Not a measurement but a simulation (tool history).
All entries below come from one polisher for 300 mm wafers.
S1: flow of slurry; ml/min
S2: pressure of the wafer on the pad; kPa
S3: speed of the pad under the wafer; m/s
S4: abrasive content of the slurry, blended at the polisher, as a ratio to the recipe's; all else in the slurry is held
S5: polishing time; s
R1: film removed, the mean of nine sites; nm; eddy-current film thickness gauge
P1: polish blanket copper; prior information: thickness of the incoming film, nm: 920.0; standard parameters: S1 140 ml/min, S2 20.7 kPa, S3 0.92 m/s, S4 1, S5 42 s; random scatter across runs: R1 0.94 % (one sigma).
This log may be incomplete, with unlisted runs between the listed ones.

run   hour   S1    S2    S3    S4  S5      R1
  1    7.9  140  20.7  0.92     1  42  115.33
  2     16  220  20.7  0.92     1  42  121.45
  3   28.3  140  20.7  0.92     1  57  151.64
  4   38.1  140  20.7  0.92   1.5  42  122.12
  5   50.8  140  20.7  0.92  0.55  42   99.97
  6   59.9  140  20.7  0.68     1  42  84.777
  7   73.6  140  20.7  0.92     1  42  114.37
  8   84.8  140   9.7  0.92     1  42  51.842
  9   97.2  140  20.7  0.92     1  42  114.95
 10  109.6  140  20.7  0.92     1  19   51.35
 11  120.4  140  20.7  0.92     1  42  113.27
 12  127.9  140  27.6  0.92     1  42  151.04
 13  138.4  140  20.7  0.92     1  42   114.5
 14  149.3  140  20.7  0.92     1  42  111.14

For run 15, what comes out?
 15   157  190  20.7  0.92  0.55  42   ?

R1: 104 nm

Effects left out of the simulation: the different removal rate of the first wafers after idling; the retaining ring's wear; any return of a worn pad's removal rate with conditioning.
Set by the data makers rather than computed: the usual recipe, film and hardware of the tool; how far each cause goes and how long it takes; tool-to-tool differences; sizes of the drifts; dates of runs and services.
